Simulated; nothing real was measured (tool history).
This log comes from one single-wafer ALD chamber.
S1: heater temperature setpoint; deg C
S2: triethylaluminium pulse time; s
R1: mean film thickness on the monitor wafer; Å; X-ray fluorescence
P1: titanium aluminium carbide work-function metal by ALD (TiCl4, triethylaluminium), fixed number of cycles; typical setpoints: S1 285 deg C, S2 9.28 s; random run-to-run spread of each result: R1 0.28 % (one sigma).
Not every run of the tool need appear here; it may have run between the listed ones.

run   hour   S1     S2      R1
  1   14.4  285   9.28  18.533
  2   28.6  262   9.28  16.621
  3   39.3  274   4.94  15.047
  4   55.2  271  13.81  17.898
  5   70.3  309   9.28  20.669
  6   80.7  285   9.28  18.597
  7   95.8  285  14.75  19.157
  8  104.6  285   9.28  18.526
  9  118.5  285   4.24  14.983
 10  138.0  285   9.28  18.580
 11  156.9  285   9.28  18.554
 12  166.7  285   9.28  18.506
 13  181.2  285   9.28  18.461
 14  192.8  285   9.28  18.362
 15  210.7  285   9.28  18.243
 16  228.8  285   9.28  18.287
 17  237.7  285   9.28  18.245
 18  255.9  285   9.28  18.276
 19  266.1  285   9.28  18.192
 20  280.9  285   9.28  18.225

For run 21, what comes out?
 21  299.1  285  9.28   ?

{"run 21": {"R1": 18.209}}
